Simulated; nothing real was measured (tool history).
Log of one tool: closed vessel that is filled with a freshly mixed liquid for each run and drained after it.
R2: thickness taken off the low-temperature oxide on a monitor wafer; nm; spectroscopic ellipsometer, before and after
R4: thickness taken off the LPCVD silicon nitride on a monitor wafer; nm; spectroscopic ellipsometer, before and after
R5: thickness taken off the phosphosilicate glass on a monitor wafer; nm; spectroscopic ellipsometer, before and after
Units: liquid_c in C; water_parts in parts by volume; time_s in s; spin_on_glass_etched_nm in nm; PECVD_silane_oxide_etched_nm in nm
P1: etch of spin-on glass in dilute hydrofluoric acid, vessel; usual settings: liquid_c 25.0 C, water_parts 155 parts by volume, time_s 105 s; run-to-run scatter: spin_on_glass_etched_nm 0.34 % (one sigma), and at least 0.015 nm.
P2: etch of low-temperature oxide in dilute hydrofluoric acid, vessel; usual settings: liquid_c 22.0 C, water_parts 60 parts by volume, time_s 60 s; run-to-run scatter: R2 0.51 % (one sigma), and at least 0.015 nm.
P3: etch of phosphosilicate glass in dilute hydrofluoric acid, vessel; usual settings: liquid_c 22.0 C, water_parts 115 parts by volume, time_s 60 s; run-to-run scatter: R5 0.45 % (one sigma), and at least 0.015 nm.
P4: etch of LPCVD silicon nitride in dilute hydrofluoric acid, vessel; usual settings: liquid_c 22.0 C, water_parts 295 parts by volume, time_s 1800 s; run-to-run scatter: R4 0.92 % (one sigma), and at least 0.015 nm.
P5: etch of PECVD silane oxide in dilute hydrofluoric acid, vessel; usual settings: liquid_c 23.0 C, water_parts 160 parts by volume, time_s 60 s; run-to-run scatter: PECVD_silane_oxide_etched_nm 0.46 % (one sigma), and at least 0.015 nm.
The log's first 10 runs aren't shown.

run 11 hour=74.5 | process=P5 liquid_c=23.0 water_parts=280 time_s=60 | PECVD_silane_oxide_etched_nm=5.1259
run 12 hour=83.1 | process=P1 liquid_c=25.0 water_parts=50 time_s=205 | spin_on_glass_etched_nm=219.5900
run 13 hour=87.9 | process=P5 liquid_c=23.0 water_parts=160 time_s=115 | PECVD_silane_oxide_etched_nm=19.2100
run 14 hour=94.7 | process=P1 liquid_c=25.0 water_parts=155 time_s=105 | spin_on_glass_etched_nm=31.7570
run 15 hour=100.6 | process=P4 liquid_c=22.0 water_parts=295 time_s=2765 | R4=4.0682
run 16 hour=108.7 | process=P4 liquid_c=22.0 water_parts=295 time_s=1800 | R4=2.6979
run 17 hour=115.7 | process=P1 liquid_c=25.0 water_parts=155 time_s=105 | spin_on_glass_etched_nm=31.6740
run 18 hour=124.1 | process=P3 liquid_c=28.5 water_parts=115 time_s=60 | R5=38.380
run 19 hour=130.0 | process=P1 liquid_c=20.0 water_parts=255 time_s=105 | spin_on_glass_etched_nm=14.5390
run 20 hour=133.8 | process=P3 liquid_c=22.0 water_parts=115 time_s=60 | R5=29.835
run 21 hour=138.2 | process=P4 liquid_c=17.0 water_parts=295 time_s=1800 | R4=1.9442
run 22 hour=145.4 | process=P1 liquid_c=25.0 water_parts=215 time_s=30 | spin_on_glass_etched_nm=6.1677
run 23 hour=150.7 | process=P5 liquid_c=17.0 water_parts=160 time_s=60 | PECVD_silane_oxide_etched_nm=7.9156

Run 24 comes next. What will it give?
run 24 hour=154.6 | process=P1 liquid_c=29.0 water_parts=155 time_s=105 | spin_on_glass_etched_nm=?

spin_on_glass_etched_nm: 36.9370 nm

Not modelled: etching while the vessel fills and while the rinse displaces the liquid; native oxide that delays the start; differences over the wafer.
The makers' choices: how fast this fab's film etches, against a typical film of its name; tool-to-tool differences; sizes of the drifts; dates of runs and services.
